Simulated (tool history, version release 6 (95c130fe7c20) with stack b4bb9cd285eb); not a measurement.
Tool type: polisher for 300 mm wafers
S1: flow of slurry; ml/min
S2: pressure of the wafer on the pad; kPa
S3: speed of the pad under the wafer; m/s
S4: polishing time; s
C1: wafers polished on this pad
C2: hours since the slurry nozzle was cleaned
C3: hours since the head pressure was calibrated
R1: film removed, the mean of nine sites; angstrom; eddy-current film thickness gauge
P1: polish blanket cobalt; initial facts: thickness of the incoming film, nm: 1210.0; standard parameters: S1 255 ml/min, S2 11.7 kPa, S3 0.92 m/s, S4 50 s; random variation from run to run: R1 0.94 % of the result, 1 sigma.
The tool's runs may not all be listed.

run   hour   S1    S2    S3  S4    C1     C2     C3      R1
  1   13.6  255  11.7  0.92  50   260    191  233.1  1851.3
  2   21.7  255  11.7  0.92  50   337  199.1  241.2  1893.4
  3   36.1  255  11.7  0.92  50   475  213.5  255.6  1865.5
  4   43.7  155  11.7  0.64  50   548  221.1  263.2  1209.6
  5   56.7  255  11.7  0.92  50   672  234.1  276.2  1883.2
  6   65.5  155  11.7  0.92  50   756  242.9    285  1746.5
  7     75  255  11.7  0.56  50   847  252.4  294.5  1126.4
  8     85  355  11.7  0.92  50   942  262.4  304.5  1924.3
  9     92  255  11.7  1.44  50  1009  269.4  311.5  2932.9
 10  102.9  155  11.7  0.92  70  1113  280.3  322.4  2455.2
 11  110.2  255  18.6  0.92  50  1183  287.6  329.7  2966.9
 12  118.2  255  11.7  0.92  22  1260  295.6  337.7  826.69
     127.6  -- head pressure recalibrated
 13  130.1  255   5.5  0.92  50  1373  307.5    2.6  878.97
 14  137.3  255  11.7  0.92  76  1442  314.7    9.8  2870.6
 15  146.3  255  11.7  0.92  50  1528  323.7   18.8  1863.5
 16  154.8  255  11.7  0.92  50  1610  332.2   27.3  1844.2
 17  167.3  255  11.7  0.92  50  1729  344.7   39.8  1819.2
 18  176.6  255  11.7  0.92  50  1818    354   49.1  1779.9
     184.4  -- head pressure recalibrated
 19  187.1  255  11.7  0.92  50  1918  364.5    2.8  1764.2
 20  200.3  255  11.7  0.92  50  2045  377.7     16  1779.2
 21  207.1  255  11.7  0.92  50  2110  384.5   22.8  1771.1
 22  214.5  255  11.7  0.92  50  2180  391.9   30.2  1756.2
 23  228.4  255  11.7  0.92  50  2313  405.8   44.1  1776.7

The log shows P1 creeping away from where it was. Any of the 2 causes listed here, at the size stated for it, fits the log just as well as the others:
A: slurry flow missing at the pad, % = 36.9
B: removal rate lost through wear of the pad, % = 5.85
Creep in the process output first set in at about hour 146.3.
What rules out each remaining cause:
head's pressure below its setpoint, %: its service at hour 184.4 followed the start of the drift and did not put the process back to its old value

The list below offers 4 check runs, each averaging the results of 5 wafers, and shows each result as a question mark. For which of them would the listed causes give clearly different results?
check 1  242.3  255   8.3  0.92  50               ?
check 2  242.3  155  11.7  0.92  25               ?
check 3  242.3  255  11.7  0.92  74               ?
check 4  242.3  255  15.2  1.38  50               ?

What each check would give under each cause:
  check  result    if A    if B
check 1      R1  1242.5  1242.5
check 2      R1  795.09  823.54
check 3      R1  2605.1  2605.1
check 4      R1  3416.8  3416.8
Per-check spread between the two closest causes, in the result where they differ most: check 1 0 %; check 2 3.52 %; check 3 0 %; check 4 0 %
Of the check runs offered, only check 2 discriminates between the causes; the rest would read about the same regardless of which cause applies.

The results of check 2 are: R1 819.06 angstrom. Based on these, which of the listed causes is it?

It was cause B: removal rate lost through wear of the pad, %.

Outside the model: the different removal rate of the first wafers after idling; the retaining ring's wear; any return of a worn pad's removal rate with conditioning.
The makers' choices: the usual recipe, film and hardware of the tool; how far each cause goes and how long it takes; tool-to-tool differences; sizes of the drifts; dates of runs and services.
